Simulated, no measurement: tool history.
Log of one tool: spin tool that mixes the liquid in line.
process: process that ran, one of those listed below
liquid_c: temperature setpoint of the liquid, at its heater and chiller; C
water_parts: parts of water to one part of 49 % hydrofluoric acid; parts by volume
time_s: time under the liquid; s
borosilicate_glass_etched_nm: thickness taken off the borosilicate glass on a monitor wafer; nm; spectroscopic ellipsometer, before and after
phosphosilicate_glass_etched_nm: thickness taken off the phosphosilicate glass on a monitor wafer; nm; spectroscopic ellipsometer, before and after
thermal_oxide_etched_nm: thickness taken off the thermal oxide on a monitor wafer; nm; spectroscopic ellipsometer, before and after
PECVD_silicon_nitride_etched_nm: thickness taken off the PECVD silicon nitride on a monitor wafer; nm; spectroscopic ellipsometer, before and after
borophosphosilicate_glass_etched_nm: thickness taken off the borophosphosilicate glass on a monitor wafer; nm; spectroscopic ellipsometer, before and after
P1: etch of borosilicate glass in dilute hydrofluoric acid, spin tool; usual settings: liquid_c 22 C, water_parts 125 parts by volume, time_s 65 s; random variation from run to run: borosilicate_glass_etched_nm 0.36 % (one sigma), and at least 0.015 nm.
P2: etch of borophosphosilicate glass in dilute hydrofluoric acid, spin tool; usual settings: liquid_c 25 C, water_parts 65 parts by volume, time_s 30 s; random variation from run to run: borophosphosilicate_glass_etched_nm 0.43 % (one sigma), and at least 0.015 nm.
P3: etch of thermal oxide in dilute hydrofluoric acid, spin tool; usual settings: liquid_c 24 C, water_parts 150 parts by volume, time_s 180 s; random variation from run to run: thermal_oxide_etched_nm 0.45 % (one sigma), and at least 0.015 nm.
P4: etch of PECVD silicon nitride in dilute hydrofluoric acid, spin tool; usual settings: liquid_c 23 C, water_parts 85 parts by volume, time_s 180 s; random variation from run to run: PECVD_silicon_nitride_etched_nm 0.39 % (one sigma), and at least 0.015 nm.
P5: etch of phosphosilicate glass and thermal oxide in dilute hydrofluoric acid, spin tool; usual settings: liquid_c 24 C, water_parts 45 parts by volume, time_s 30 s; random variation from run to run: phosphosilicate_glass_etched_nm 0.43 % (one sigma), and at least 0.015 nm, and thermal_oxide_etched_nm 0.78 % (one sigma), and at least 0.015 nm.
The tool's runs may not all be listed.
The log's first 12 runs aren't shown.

run	hour	process	liquid_c	water_parts	time_s	hours since the thermometer was replaced	hours since the hydrofluoric acid flow meter was replaced	borosilicate_glass_etched_nm	phosphosilicate_glass_etched_nm	thermal_oxide_etched_nm	PECVD_silicon_nitride_etched_nm	borophosphosilicate_glass_etched_nm
13	57.6	P4	30.5	85	180	735.7	307.8				11.698	
14	61.5	P3	24	150	285	739.6	311.7			8.094		
15	66.2	P1	22	125	65	744.3	316.4	14.64				
16	71.6	P1	27.5	185	65	749.7	321.8	11.39				
# hour 73.3: thermometer replaced
17	75.3	P3	17	150	180	2	325.5			3.8598		
18	80.1	P1	17	125	35	6.8	330.3	6.477				
19	86.1	P4	23	85	295	12.8	336.3				11.897	
20	91.1	P5	24	45	30	17.8	341.3		43.245	3.4947		
21	94.2	P2	25	65	30	20.9	344.4					17.152
22	99.3	P2	25	95	30	26	349.5					11.413
23	105.3	P3	24	150	180	32	355.5			5.1172		
24	108.5	P2	17	65	30	35.2	358.7					12.308
25	114.2	P2	25	65	60	40.9	364.4					34.048
26	117.4	P3	24	260	180	44.1	367.6			2.5983		
27	122.8	P2	25	65	30	49.5	373					17.239
28	128.3	P1	30	125	65	55	378.5	19.923				
29	133.6	P1	22	40	20	60.3	383.8	15.704				
30	139.7	P1	22	125	25	66.4	389.9	5.664				
31	143.5	P4	23	35	180	70.2	393.7				17.309	
32	149.4	P1	22	125	65	76.1	399.6	14.616				
33	154.4	P1	22	125	65	81.1	404.6	15.124				
34	158.6	P1	22	125	65	85.3	408.8	15.298				
35	163.7	P1	22	125	65	90.4	413.9	15.337				
36	169.5	P1	22	125	65	96.2	419.7	15.461				

The next listed run, before its measurement:
37	173.1	P1	22	125	65	99.8	423.3	?				

{"run 37": {"borosilicate_glass_etched_nm": 15.449}}
